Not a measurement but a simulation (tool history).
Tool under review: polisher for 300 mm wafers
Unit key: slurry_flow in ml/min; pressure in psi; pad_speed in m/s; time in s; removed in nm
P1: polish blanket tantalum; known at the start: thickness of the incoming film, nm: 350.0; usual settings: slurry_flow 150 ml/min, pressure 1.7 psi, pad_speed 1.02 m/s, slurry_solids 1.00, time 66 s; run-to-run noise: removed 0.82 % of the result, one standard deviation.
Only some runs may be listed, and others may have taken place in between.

run     day  slurry_flow  pressure  pad_speed  slurry_solids  time  removed
  1   0.333          150       1.7       1.02           1.00    66  112.910
  2   0.683          150       2.3       1.58           1.00    66  236.110
      0.850  -- slurry blender recalibrated
  3   1.117          150       0.8       1.02           1.00    66   52.763
  4   1.600          150       1.7       1.02           1.00    66  113.430
  5   1.875          150       1.7       1.02           0.55    66   91.767
  6   2.188          150       1.7       1.02           1.00    66  112.610
  7   2.771          150       2.7       1.02           1.00    66  178.260
  8   3.354          150       1.7       1.02           1.00   104  175.840
  9   3.675          150       1.7       0.46           1.00    66   50.443
 10   4.104          150       1.7       1.02           1.00    37   62.615
 11   4.417          150       1.7       1.02           1.00    66  111.670
 12   4.675          230       1.7       1.02           1.00    66  119.350
 13   5.050          150       1.7       1.60           1.00    66  176.950
 14   5.646          150       1.7       1.02           1.00    66  110.760
 15   6.183          150       1.7       1.02           1.25    66  118.850
 16   6.704          150       1.7       0.68           1.40    66   81.212
 17   7.167           90       1.7       1.02           1.00    66   99.913
 18   7.650          150       1.7       1.02           1.00    66  110.890
 19   8.129          150       1.7       1.02           1.00    66  108.050
 20   8.712          150       1.7       1.02           1.00    66  106.110
 21   9.108          150       1.7       1.02           1.00    66  104.270
 22   9.567          150       1.7       1.02           1.00    66  103.060
      9.712  -- worn pad replaced by a new one
 23   9.925          150       1.7       1.02           1.00    66  103.980
      9.929  -- slurry nozzle cleaned
 24  10.217          150       1.7       1.02           1.00    66  102.030
 25  10.638          150       1.7       1.02           1.00    66  102.960
 26  10.912          150       1.7       1.02           1.00    66  101.730

What P1 gives has crept off from where it sat before. The 2 causes that follow fit the log equally well, each at the size noted:
A: abrasive missing from the slurry, % = 23.2
B: head's pressure below its setpoint, % = 7.96
Creep in the process output first set in at about day 7.650.
Why every other cause is out:
removal rate lost through wear of the pad, %: was serviced at day 9.712, once the creep was under way, yet the earlier output never came back
slurry flow missing at the pad, %: was serviced at day 9.929, once the creep was under way, yet the earlier output never came back

Consider the 4 check runs below, whose results appear as question marks and each of which averages 3 wafers. Which one distinguishes the causes, in that each cause would give it a clearly different result?
check 1  11.188          200       1.1       1.02           1.00    66        ?
check 2  11.188          225       2.6       1.02           1.00    66        ?
check 3  11.188          150       1.7       0.54           0.55    66        ?
check 4  11.188          150       0.8       1.02           1.00   102        ?

Expected result of each check under each candidate cause:
  check   result     if A     if B
check 1  removed   69.756   69.745
check 2  removed  167.310  167.280
check 3  removed   42.692   44.292
check 4  removed   75.081   75.069
Per check, the gap between the least separated pair of causes, taken in the result that splits them most: check 1 0.02 %; check 2 0.02 %; check 3 3.68 %; check 4 0.02 %
Only in check 3 would the causes give clearly different results; in the remaining checks their results would be nearly the same.

The results of check 3 are: removed 42.772 nm. Based on these, which of the listed causes is it?

The correct cause is A, namely: abrasive missing from the slurry, %.

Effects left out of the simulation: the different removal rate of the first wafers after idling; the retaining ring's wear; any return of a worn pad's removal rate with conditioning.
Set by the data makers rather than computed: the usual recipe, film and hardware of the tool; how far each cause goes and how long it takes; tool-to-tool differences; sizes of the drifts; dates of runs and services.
